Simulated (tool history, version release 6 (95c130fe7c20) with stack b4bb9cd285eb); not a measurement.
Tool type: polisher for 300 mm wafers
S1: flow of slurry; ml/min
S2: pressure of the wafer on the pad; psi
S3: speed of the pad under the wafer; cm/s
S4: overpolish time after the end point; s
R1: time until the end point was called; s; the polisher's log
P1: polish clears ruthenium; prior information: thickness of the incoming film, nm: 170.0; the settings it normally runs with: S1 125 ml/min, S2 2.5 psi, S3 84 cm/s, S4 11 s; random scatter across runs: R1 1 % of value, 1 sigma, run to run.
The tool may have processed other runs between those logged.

{"run": 1, "day": 0.342, "S1": 125, "S2": 2.5, "S3": 84, "S4": 11, "R1": 131.32}
{"run": 2, "day": 0.662, "S1": 125, "S2": 2.5, "S3": 84, "S4": 11, "R1": 131.81}
{"run": 3, "day": 0.879, "S1": 125, "S2": 2.5, "S3": 40, "S4": 11, "R1": 268.87}
{"run": 4, "day": 1.079, "S1": 125, "S2": 2.5, "S3": 84, "S4": 11, "R1": 129.77}
{"run": 5, "day": 1.433, "S1": 125, "S2": 2.5, "S3": 84, "S4": 5, "R1": 129.35}
{"run": 6, "day": 1.817, "S1": 125, "S2": 1.3, "S3": 84, "S4": 11, "R1": 254.27}
{"run": 7, "day": 2.2, "S1": 125, "S2": 3.4, "S3": 84, "S4": 18, "R1": 96.871}
{"run": 8, "day": 2.5, "S1": 125, "S2": 2.5, "S3": 84, "S4": 20, "R1": 131.79}
{"run": 9, "day": 2.821, "S1": 125, "S2": 3.6, "S3": 104, "S4": 11, "R1": 72.436}
{"run": 10, "day": 3.079, "S1": 75, "S2": 3.8, "S3": 84, "S4": 11, "R1": 97.796}
{"run": 11, "day": 3.375, "S1": 195, "S2": 2.5, "S3": 84, "S4": 11, "R1": 121.05}
{"run": 12, "day": 3.562, "S1": 125, "S2": 3.2, "S3": 84, "S4": 11, "R1": 102.32}
{"run": 13, "day": 3.838, "S1": 125, "S2": 2.5, "S3": 84, "S4": 11, "R1": 130.3}
{"run": 14, "day": 4.108, "S1": 125, "S2": 2.5, "S3": 110, "S4": 11, "R1": 99.993}
{"run": 15, "day": 4.383, "S1": 75, "S2": 2.5, "S3": 84, "S4": 11, "R1": 147.7}
{"run": 16, "day": 4.612, "S1": 125, "S2": 2.5, "S3": 84, "S4": 11, "R1": 130.2}
{"run": 17, "day": 5.008, "S1": 125, "S2": 2.5, "S3": 84, "S4": 11, "R1": 137.22}
{"run": 18, "day": 5.296, "S1": 125, "S2": 2.5, "S3": 84, "S4": 11, "R1": 139.25}
{"run": 19, "day": 5.617, "S1": 125, "S2": 2.5, "S3": 84, "S4": 11, "R1": 143.49}
{"run": 20, "day": 5.975, "S1": 125, "S2": 2.5, "S3": 84, "S4": 11, "R1": 144.5}
{"day": 6.292, "done": "head pressure recalibrated"}
{"run": 21, "day": 6.358, "S1": 125, "S2": 2.5, "S3": 84, "S4": 11, "R1": 146.58}
{"run": 22, "day": 6.646, "S1": 125, "S2": 2.5, "S3": 84, "S4": 11, "R1": 148.85}
{"run": 23, "day": 6.992, "S1": 125, "S2": 2.5, "S3": 84, "S4": 11, "R1": 145.02}
{"run": 24, "day": 7.246, "S1": 125, "S2": 2.5, "S3": 84, "S4": 11, "R1": 147.8}

P1 has crept away from where it was. The log is fitted equally well by each of these 2 causes, at the sizes shown:
A: slurry flow missing at the pad, % = 36.3
B: removal rate lost through wear of the pad, % = 10.7
The drift started at roughly day 4.612.
What rules out each remaining cause:
head's pressure below its setpoint, %: serviced after onset, at day 6.292, with no recovery of the prior output

Which of the 4 check runs listed below, each an average over 5 wafers with its results shown as question marks, gives clearly different results under the different listed causes?
{"run": "check 1", "day": 7.5, "S1": 125, "S2": 2.5, "S3": 40, "S4": 11, "R1": "?"}
{"run": "check 2", "day": 7.5, "S1": 185, "S2": 2.5, "S3": 60, "S4": 11, "R1": "?"}
{"run": "check 3", "day": 7.5, "S1": 125, "S2": 2.5, "S3": 62, "S4": 11, "R1": "?"}
{"run": "check 4", "day": 7.5, "S1": 125, "S2": 2.5, "S3": 58, "S4": 11, "R1": "?"}

What every check run would give for each of its results, assuming each possible cause in turn:
check=check_1 result=R1 if_A=306.810 if_B=306.630
check=check_2 result=R1 if_A=184.830 if_B=191.080
check=check_3 result=R1 if_A=197.940 if_B=197.820
check=check_4 result=R1 if_A=211.600 if_B=211.470
Distance between the nearest two causes, measured in the result of the check that separates them most: check 1 0.06 %; check 2 3.33 %; check 3 0.06 %; check 4 0.06 %
Only check 2 tells the causes apart: in the others they would give nearly the same result.

Then check 2 was run and gave: R1 190.890 s. Which cause is it?

Of the candidate causes, it is B: removal rate lost through wear of the pad, %.

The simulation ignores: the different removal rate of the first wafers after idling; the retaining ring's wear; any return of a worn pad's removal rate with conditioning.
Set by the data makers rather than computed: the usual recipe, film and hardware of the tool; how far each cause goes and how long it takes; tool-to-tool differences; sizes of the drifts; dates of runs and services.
